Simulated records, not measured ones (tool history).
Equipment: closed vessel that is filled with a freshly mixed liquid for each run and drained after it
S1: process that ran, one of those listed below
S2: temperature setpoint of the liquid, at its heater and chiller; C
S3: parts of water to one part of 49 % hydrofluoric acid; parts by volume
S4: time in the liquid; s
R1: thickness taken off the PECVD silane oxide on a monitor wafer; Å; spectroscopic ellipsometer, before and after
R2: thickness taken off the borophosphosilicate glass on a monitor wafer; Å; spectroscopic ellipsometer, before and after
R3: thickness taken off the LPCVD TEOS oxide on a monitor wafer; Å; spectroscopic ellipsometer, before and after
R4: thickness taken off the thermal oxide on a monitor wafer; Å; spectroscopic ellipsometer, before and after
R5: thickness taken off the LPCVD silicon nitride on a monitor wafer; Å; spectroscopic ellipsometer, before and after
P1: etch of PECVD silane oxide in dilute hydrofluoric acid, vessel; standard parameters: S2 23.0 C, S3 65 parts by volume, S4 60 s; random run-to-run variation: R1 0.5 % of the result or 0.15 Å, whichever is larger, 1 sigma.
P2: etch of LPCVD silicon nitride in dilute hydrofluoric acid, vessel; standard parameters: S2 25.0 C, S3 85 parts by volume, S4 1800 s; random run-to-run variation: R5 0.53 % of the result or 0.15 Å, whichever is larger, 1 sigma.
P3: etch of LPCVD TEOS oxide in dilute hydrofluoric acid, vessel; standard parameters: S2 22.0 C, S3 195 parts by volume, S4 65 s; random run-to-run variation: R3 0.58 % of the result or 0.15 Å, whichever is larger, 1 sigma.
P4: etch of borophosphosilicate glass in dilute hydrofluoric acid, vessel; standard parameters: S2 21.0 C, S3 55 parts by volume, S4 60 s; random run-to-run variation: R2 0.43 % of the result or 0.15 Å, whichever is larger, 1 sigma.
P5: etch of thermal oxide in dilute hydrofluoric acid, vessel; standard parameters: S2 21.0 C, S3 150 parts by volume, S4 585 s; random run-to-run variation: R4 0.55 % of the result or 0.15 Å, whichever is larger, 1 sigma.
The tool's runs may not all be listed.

run 1 hour=9.3 | S1=P1 S2=23.0 S3=65 S4=60 | R1=309.54
run 2 hour=15.4 | S1=P4 S2=21.0 S3=55 S4=60 | R2=451.55
run 3 hour=22.8 | S1=P1 S2=23.0 S3=20 S4=60 | R1=1067.70
run 4 hour=30.0 | S1=P4 S2=21.0 S3=55 S4=30 | R2=224.94
run 5 hour=38.1 | S1=P1 S2=23.0 S3=65 S4=60 | R1=307.99
run 6 hour=48.8 | S1=P4 S2=29.0 S3=55 S4=60 | R2=630.81
run 7 hour=57.3 | S1=P3 S2=28.5 S3=195 S4=65 | R3=158.350
run 8 hour=66.8 | S1=P5 S2=21.0 S3=150 S4=1040 | R4=275.100
run 9 hour=72.7 | S1=P1 S2=23.0 S3=65 S4=60 | R1=306.08
run 10 hour=80.3 | S1=P4 S2=21.0 S3=20 S4=60 | R2=1298.70
run 11 hour=88.8 | S1=P1 S2=23.0 S3=95 S4=60 | R1=203.13
run 12 hour=99.6 | S1=P1 S2=23.0 S3=65 S4=30 | R1=153.15
run 13 hour=107.3 | S1=P3 S2=22.0 S3=195 S4=65 | R3=124.890
run 14 hour=116.4 | S1=P5 S2=21.0 S3=270 S4=585 | R4=75.952
run 15 hour=123.4 | S1=P1 S2=23.0 S3=65 S4=100 | R1=515.97
run 16 hour=129.2 | S1=P5 S2=17.0 S3=150 S4=585 | R4=131.680
run 17 hour=134.7 | S1=P2 S2=25.0 S3=85 S4=2775 | R5=184.170
run 18 hour=142.3 | S1=P1 S2=23.0 S3=65 S4=60 | R1=305.78
run 19 hour=152.9 | S1=P1 S2=23.0 S3=65 S4=60 | R1=309.42
run 20 hour=160.2 | S1=P5 S2=21.0 S3=150 S4=585 | R4=154.620
run 21 hour=168.3 | S1=P1 S2=17.5 S3=65 S4=60 | R1=243.83
run 22 hour=179.0 | S1=P1 S2=23.0 S3=65 S4=60 | R1=311.81
run 23 hour=183.6 | S1=P1 S2=28.0 S3=65 S4=60 | R1=379.07
run 24 hour=188.7 | S1=P3 S2=22.0 S3=345 S4=65 | R3=61.757
run 25 hour=196.6 | S1=P2 S2=25.0 S3=85 S4=1800 | R5=119.330
run 26 hour=206.9 | S1=P1 S2=23.0 S3=65 S4=60 | R1=311.39
run 27 hour=213.0 | S1=P2 S2=25.0 S3=150 S4=1800 | R5=68.254
run 28 hour=219.1 | S1=P2 S2=25.0 S3=85 S4=1800 | R5=119.870
run 29 hour=226.0 | S1=P5 S2=21.0 S3=150 S4=585 | R4=154.080
run 30 hour=236.7 | S1=P3 S2=22.0 S3=195 S4=30 | R3=57.531
run 31 hour=245.6 | S1=P2 S2=33.0 S3=85 S4=1800 | R5=198.980
run 32 hour=251.2 | S1=P1 S2=18.0 S3=65 S4=30 | R1=124.44
run 33 hour=259.7 | S1=P1 S2=23.0 S3=65 S4=60 | R1=309.29
run 34 hour=268.6 | S1=P1 S2=23.0 S3=65 S4=60 | R1=318.91
run 35 hour=277.5 | S1=P1 S2=23.0 S3=65 S4=60 | R1=324.81
run 36 hour=288.0 | S1=P1 S2=23.0 S3=65 S4=60 | R1=328.50
run 37 hour=296.7 | S1=P1 S2=23.0 S3=65 S4=60 | R1=328.44
run 38 hour=302.5 | S1=P1 S2=23.0 S3=65 S4=60 | R1=326.63
run 39 hour=312.3 | S1=P1 S2=23.0 S3=65 S4=60 | R1=331.44

P1 no longer gives what it gave before; its output has crept away from where it was. The following 2 causes, each at its listed size, fit the log equally well:
A: hydrofluoric acid flow above the setpoint (%) = 6.46
B: liquid hotter than its thermometer reads (K) = 1.66
The drift started at roughly hour 259.7.

Which of the 4 check runs listed below separates the causes, so that each cause would produce a clearly different result? Each run uses one wafer, and its results are marked with question marks.
run check 1 hour=322.1 | S1=P3 S2=22.0 S3=195 S4=65 | R3=?
run check 2 hour=322.1 | S1=P2 S2=25.0 S3=85 S4=1800 | R5=?
run check 3 hour=322.1 | S1=P5 S2=21.0 S3=150 S4=585 | R4=?
run check 4 hour=322.1 | S1=P4 S2=21.0 S3=55 S4=60 | R2=?

Expected result of each check under each candidate cause:
check=check_1 result=R3 if_A=134.450 if_B=132.770
check=check_2 result=R5 if_A=127.300 if_B=133.380
check=check_3 result=R4 if_A=166.130 if_B=164.890
check=check_4 result=R2 if_A=483.08 if_B=484.29
How far apart the two closest causes lie, in the result that separates them most: check 1 1.25 %; check 2 4.67 %; check 3 0.75 %; check 4 0.25 %
Check 2 is the one run that separates the causes; every other check would come out nearly the same whichever cause is at work.

Then check 2 was run and gave: R5 128.180 Å. Which cause is it?

The cause is A: hydrofluoric acid flow above the setpoint (%).
